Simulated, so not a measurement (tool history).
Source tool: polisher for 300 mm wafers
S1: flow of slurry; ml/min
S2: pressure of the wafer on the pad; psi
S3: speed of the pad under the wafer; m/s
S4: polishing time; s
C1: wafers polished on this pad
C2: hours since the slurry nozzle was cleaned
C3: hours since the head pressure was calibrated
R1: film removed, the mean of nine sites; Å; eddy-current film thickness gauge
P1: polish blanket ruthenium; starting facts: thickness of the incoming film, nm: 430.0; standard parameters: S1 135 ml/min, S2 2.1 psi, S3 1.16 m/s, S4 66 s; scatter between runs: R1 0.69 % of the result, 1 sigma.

run	hour	S1	S2	S3	S4	C1	C2	C3	R1
1	4.8	135	2.1	1.16	66	690	440.3	103.6	921.27
2	8.7	135	2.1	1.16	66	728	444.2	107.5	920.27
3	11.6	135	2.1	1.16	33	757	447.1	110.4	464.17
# hour 13.3: head pressure recalibrated
4	15.3	135	2.1	1.16	94	793	450.8	2.1	1324.6
5	20.1	135	2.7	1.16	66	840	455.6	6.9	1208.6
6	26.3	80	2.1	1.16	66	900	461.8	13.1	807.31
7	29.8	135	2.1	0.8	66	935	465.3	16.6	634.35
8	35.5	135	2.1	1.16	66	990	471	22.3	924.48
9	41.3	135	2.1	1.16	66	1047	476.8	28.1	928.74
10	46.2	135	1.2	1.16	66	1095	481.7	33	528.73
11	49.1	210	2.1	1.16	66	1123	484.6	35.9	987.04
12	55	135	2.1	1.16	66	1181	490.5	41.8	932.68
13	61.4	135	2.1	1.6	66	1243	496.9	48.2	1265

What does the tool deliver on the next run?
14	66.7	135	2.1	1.64	31	1295	502.2	53.5	?

{"run 14": {"R1": 617.21}}
